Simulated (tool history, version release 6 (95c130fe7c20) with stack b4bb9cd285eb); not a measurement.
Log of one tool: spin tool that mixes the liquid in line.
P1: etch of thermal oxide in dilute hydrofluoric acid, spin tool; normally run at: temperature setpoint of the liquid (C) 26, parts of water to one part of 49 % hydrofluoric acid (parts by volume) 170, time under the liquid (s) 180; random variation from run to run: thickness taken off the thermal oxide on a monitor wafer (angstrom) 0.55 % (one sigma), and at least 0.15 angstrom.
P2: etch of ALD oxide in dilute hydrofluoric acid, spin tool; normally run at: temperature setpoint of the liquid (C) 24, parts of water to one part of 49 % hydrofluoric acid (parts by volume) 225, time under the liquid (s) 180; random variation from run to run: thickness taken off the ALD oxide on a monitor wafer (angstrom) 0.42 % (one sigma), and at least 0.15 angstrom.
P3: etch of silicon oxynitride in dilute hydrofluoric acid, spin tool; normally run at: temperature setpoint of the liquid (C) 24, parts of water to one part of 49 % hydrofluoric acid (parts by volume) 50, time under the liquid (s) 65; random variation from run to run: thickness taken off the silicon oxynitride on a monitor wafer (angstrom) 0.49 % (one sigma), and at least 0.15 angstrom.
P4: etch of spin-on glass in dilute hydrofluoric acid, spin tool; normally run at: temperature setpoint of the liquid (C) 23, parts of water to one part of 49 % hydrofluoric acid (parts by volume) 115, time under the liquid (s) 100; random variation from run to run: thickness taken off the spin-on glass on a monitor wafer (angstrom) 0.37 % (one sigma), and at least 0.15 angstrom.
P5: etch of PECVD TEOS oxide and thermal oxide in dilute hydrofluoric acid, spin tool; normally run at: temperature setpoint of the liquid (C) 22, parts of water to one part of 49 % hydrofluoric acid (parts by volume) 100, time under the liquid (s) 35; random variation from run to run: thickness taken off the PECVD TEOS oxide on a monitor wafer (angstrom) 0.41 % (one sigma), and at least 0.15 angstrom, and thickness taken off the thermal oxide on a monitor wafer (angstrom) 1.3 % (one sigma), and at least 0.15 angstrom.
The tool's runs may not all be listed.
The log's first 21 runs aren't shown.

run	hour	process that ran	temperature setpoint of the liquid (C)	parts of water to one part of 49 % hydrofluoric acid (parts by volume)	time under the liquid (s)	thickness taken off the thermal oxide on a monitor wafer (angstrom)	thickness taken off the spin-on glass on a monitor wafer (angstrom)	thickness taken off the silicon oxynitride on a monitor wafer (angstrom)	thickness taken off the PECVD TEOS oxide on a monitor wafer (angstrom)	thickness taken off the ALD oxide on a monitor wafer (angstrom)
22	205.8	P2	32	225	180					295.82
23	214.5	P1	33	170	180	65.086				
24	220.4	P2	24	75	180					799.57
25	230.7	P4	23	115	100		356.43			
26	242.3	P3	24	85	65			34.396		
27	248.7	P1	26	170	180	49.777				
28	258.9	P1	26	170	180	50.794				
29	265.4	P1	19.5	270	180	22.738				
30	275.4	P5	22	100	35	14.693			48.461	
31	286.2	P2	24	225	25					31.503
32	299.1	P4	23	115	160		569.9			
33	310.2	P4	23	195	100		193.85			
34	318.2	P4	23	115	100		357.11			
35	327.6	P1	26	295	180	25.635				
36	340.5	P3	28.5	50	65			75.133		
37	352.9	P1	26	170	180	50.649				
38	366.3	P1	26	170	180	47.907				
39	375.4	P1	26	170	180	47.341				
40	382.6	P1	26	170	180	46.769				
41	390.7	P1	26	170	180	46.589				

Forecast run 42:
42	397.2	P1	26	170	180	?				

{"run 42": {"thickness taken off the thermal oxide on a monitor wafer (angstrom)": 46.945}}
